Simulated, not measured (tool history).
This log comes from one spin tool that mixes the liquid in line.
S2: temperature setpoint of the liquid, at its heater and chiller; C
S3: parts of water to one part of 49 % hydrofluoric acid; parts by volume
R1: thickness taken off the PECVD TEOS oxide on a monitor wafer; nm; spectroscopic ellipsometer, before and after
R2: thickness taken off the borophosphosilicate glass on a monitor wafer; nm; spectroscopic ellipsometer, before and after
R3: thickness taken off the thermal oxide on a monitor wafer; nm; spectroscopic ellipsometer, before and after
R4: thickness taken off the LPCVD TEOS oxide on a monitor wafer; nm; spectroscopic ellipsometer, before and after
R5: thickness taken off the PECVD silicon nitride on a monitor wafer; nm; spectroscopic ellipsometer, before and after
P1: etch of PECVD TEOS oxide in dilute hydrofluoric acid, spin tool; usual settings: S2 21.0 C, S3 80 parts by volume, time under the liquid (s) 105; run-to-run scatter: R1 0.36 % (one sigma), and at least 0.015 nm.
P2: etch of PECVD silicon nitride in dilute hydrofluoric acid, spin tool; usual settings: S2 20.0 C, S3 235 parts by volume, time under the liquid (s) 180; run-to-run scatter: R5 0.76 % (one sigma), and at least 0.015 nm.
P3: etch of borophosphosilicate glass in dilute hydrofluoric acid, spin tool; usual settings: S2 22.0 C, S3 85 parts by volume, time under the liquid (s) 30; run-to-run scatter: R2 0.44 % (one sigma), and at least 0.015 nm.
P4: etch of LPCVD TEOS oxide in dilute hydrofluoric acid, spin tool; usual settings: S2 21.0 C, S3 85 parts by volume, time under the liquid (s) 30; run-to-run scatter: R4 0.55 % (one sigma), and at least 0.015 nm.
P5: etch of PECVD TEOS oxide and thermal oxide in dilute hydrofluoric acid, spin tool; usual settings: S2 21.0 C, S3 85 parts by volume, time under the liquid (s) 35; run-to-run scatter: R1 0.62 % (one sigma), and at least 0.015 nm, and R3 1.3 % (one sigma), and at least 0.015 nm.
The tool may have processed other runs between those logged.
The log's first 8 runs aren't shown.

Run 9, hour 56.3: process that ran P2, S2 20.0 C, S3 75 parts by volume, time under the liquid (s) 180. Result: R5 10.4220 nm.
Run 10, hour 63.7: process that ran P4, S2 21.0 C, S3 85 parts by volume, time under the liquid (s) 30. Result: R4 11.5540 nm.
Run 11, hour 71.9: process that ran P4, S2 21.0 C, S3 85 parts by volume, time under the liquid (s) 50. Result: R4 19.4310 nm.
Run 12, hour 78.3: process that ran P1, S2 17.0 C, S3 80 parts by volume, time under the liquid (s) 105. Result: R1 16.1970 nm.
Run 13, hour 82.9: process that ran P5, S2 21.0 C, S3 85 parts by volume, time under the liquid (s) 60. Result: R1 7.3060 nm, R3 3.09410 nm.
Run 14, hour 88.1: process that ran P1, S2 29.0 C, S3 80 parts by volume, time under the liquid (s) 105. Result: R1 26.3050 nm.
Run 15, hour 94.5: process that ran P2, S2 28.0 C, S3 235 parts by volume, time under the liquid (s) 180. Result: R5 5.6243 nm.
Run 16, hour 100.9: process that ran P1, S2 21.0 C, S3 80 parts by volume, time under the liquid (s) 105. Result: R1 19.1950 nm.
Run 17, hour 110.2: process that ran P5, S2 21.0 C, S3 145 parts by volume, time under the liquid (s) 35. Result: R1 2.3668 nm, R3 0.98569 nm.
Run 18, hour 114.5: process that ran P5, S2 27.5 C, S3 85 parts by volume, time under the liquid (s) 35. Result: R1 5.5891 nm, R3 2.33860 nm.
Run 19, hour 122.6: process that ran P2, S2 20.0 C, S3 235 parts by volume, time under the liquid (s) 335. Result: R5 6.3257 nm.
Run 20, hour 129.2: process that ran P1, S2 21.0 C, S3 25 parts by volume, time under the liquid (s) 105. Result: R1 65.4700 nm.
Run 21, hour 134.5: process that ran P3, S2 22.0 C, S3 85 parts by volume, time under the liquid (s) 30. Result: R2 13.4600 nm.
Run 22, hour 139.9: process that ran P1, S2 21.0 C, S3 80 parts by volume, time under the liquid (s) 105. Result: R1 19.1140 nm.
Run 23, hour 147.7: process that ran P3, S2 22.0 C, S3 85 parts by volume, time under the liquid (s) 45. Result: R2 20.0190 nm.
Run 24, hour 153.6: process that ran P1, S2 21.0 C, S3 80 parts by volume, time under the liquid (s) 105. Result: R1 19.0800 nm.
Run 25, hour 161.2: process that ran P5, S2 21.0 C, S3 85 parts by volume, time under the liquid (s) 35. Result: R1 4.3320 nm, R3 1.79100 nm.
Run 26, hour 165.5: process that ran P1, S2 21.0 C, S3 125 parts by volume, time under the liquid (s) 105. Result: R1 11.6370 nm.
Run 27, hour 171.2: process that ran P1, S2 21.0 C, S3 80 parts by volume, time under the liquid (s) 105. Result: R1 19.1070 nm.
Run 28, hour 178.1: process that ran P1, S2 21.0 C, S3 80 parts by volume, time under the liquid (s) 180. Result: R1 32.8070 nm.
Run 29, hour 185.6: process that ran P4, S2 17.0 C, S3 85 parts by volume, time under the liquid (s) 30. Result: R4 9.7647 nm.
Run 30, hour 191.8: process that ran P1, S2 24.5 C, S3 80 parts by volume, time under the liquid (s) 205. Result: R1 43.1950 nm.

Forecast run 31:
Run 31, hour 200.9: process that ran P1, S2 21.0 C, S3 80 parts by volume, time under the liquid (s) 105. Result: R1 ?.

{"run 31": {"R1": 19.059}}

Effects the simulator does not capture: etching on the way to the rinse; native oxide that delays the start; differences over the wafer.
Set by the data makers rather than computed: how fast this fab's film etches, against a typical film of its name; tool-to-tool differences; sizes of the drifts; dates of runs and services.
